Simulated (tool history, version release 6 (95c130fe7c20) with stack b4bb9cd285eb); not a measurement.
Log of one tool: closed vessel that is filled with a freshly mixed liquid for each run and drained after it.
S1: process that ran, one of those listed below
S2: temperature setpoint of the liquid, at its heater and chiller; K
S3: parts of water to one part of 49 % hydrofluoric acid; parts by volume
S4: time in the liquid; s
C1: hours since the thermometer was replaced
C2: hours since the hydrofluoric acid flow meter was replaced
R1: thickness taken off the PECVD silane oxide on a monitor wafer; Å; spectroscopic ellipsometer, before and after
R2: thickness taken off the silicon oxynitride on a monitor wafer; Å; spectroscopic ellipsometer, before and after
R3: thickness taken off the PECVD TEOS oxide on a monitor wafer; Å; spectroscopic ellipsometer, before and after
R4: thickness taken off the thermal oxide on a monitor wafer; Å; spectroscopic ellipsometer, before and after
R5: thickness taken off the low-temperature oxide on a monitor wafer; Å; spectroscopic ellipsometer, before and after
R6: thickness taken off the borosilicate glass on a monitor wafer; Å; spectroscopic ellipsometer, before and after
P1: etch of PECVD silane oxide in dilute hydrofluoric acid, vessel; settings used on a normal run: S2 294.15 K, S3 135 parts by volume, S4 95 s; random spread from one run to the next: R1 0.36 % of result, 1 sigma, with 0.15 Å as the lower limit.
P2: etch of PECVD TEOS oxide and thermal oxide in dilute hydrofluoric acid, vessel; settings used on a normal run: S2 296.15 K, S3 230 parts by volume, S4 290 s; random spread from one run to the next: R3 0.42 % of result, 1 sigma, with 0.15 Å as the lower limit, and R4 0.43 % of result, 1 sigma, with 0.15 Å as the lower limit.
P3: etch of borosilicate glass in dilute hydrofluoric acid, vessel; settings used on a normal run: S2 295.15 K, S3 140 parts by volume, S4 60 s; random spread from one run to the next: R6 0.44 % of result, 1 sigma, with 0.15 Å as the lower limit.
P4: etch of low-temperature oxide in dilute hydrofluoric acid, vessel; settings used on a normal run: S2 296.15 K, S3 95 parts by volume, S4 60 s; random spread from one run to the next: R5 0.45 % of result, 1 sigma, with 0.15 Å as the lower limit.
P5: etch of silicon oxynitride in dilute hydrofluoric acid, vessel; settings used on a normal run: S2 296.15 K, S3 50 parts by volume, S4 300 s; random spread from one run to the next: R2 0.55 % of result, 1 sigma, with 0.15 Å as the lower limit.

run,day,S1,S2,S3,S4,C1,C2,R1,R2,R3,R4,R5,R6
1,0.175,P1,294.15,135,95,750.9,549.0,162.420,,,,,
2,0.362,P1,294.15,135,95,755.4,553.5,163.100,,,,,
3,0.588,P5,296.15,50,140,760.8,558.9,,127.16,,,,
4,0.712,P1,290.15,135,95,763.8,561.9,137.460,,,,,
5,0.862,P1,299.65,135,95,767.4,565.5,200.280,,,,,
6,1.067,P5,296.15,50,300,772.3,570.4,,275.74,,,,
7,1.233,P2,296.15,230,50,776.3,574.4,,,47.688,8.6586,,
8,1.388,P1,294.15,135,95,780.0,578.1,162.670,,,,,
9,1.521,P1,290.15,135,170,783.2,581.3,246.600,,,,,
10,1.762,P1,294.15,65,95,789.0,587.1,367.700,,,,,
11,1.888,P1,294.15,135,95,792.0,590.1,162.880,,,,,
12,2.112,P1,294.15,135,135,797.4,595.5,231.780,,,,,
13,2.292,P4,296.15,95,60,801.7,599.8,,,,,215.76,
14,2.512,P5,296.15,50,300,807.0,605.1,,275.36,,,,
15,2.629,P3,295.15,140,115,809.8,607.9,,,,,,285.120
16,2.758,P1,294.15,250,95,812.9,611.0,78.098,,,,,
# day 2.762: thermometer replaced
17,2.888,P4,296.15,25,60,3.0,614.1,,,,,900.99,
18,3.000,P4,296.15,95,30,5.7,616.8,,,,,108.64,
19,3.108,P1,294.15,135,95,8.3,619.4,163.120,,,,,
20,3.288,P2,296.15,230,290,12.6,623.7,,,276.210,49.8180,,
21,3.483,P5,290.65,50,300,17.3,628.4,,211.05,,,,
22,3.692,P3,295.15,205,60,22.3,633.4,,,,,,95.495
23,3.862,P5,296.15,80,300,26.4,637.5,,168.25,,,,
24,3.988,P1,294.15,135,55,29.4,640.5,94.574,,,,,
25,4.200,P3,295.15,140,60,34.5,645.6,,,,,,150.520
26,4.412,P4,303.15,95,60,39.6,650.7,,,,,287.02,
27,4.621,P1,294.15,135,95,44.6,655.7,162.620,,,,,

Forecast run 28:
28,4.858,P2,296.15,85,290,50.3,661.4,,,?,?,,

{"run 28": {"R3": 870.38, "R4": 158.12}}
